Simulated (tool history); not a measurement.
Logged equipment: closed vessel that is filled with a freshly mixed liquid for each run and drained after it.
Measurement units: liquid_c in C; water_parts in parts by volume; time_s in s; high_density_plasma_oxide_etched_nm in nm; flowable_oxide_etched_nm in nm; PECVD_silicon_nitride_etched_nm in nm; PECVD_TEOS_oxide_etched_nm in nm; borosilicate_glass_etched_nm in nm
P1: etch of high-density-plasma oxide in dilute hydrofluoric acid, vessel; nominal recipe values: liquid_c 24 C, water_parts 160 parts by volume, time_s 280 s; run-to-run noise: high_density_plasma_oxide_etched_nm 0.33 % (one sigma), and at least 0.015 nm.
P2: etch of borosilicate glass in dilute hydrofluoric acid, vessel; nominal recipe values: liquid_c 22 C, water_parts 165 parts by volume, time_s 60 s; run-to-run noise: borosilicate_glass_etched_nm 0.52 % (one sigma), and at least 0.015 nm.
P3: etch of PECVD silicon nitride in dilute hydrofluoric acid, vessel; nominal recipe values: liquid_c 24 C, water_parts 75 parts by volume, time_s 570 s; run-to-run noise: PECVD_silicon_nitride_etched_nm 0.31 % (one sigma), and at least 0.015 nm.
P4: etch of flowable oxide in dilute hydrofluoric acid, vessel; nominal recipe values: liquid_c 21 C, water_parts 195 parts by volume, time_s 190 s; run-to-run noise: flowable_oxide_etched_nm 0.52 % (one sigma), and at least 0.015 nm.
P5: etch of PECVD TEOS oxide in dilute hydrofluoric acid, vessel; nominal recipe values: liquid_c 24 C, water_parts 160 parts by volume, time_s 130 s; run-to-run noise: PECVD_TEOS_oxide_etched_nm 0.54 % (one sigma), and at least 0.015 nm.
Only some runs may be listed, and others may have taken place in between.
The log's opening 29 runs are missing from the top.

run     day  process  liquid_c  water_parts  time_s  hours since the thermometer was replaced  hours since the hydrofluoric acid flow meter was replaced  high_density_plasma_oxide_etched_nm  flowable_oxide_etched_nm  PECVD_silicon_nitride_etched_nm  PECVD_TEOS_oxide_etched_nm  borosilicate_glass_etched_nm
 30  12.579       P5        24           60     130                                     259.4                                                      479.5                                                                                                                       19.78
 31  12.875       P3        17           75     570                                     266.5                                                      486.6                                                                                          15.263
 32  13.358       P1        27          105     280                                     278.1                                                      498.2                                 14.9
 33  13.758       P1        24          160     280                                     287.7                                                      507.8                               8.1577
 34  14.317       P1        24          160     280                                     301.1                                                      521.2                               7.8856
 35  14.875       P1        24          160     280                                     314.5                                                      534.6                               7.7774
 36  15.367       P1        24          160     280                                     326.3                                                      546.4                               7.7339
 37  15.917       P1        24          160     280                                     339.5                                                      559.6                               7.6755
 38  16.225       P1        24          160     280                                     346.9                                                        567                               7.6485

For run 39, what comes out?
 39  16.521       P1        24          160     280                                       354                                                      574.1                                    ?

{"run 39": {"high_density_plasma_oxide_etched_nm": 7.6641}}
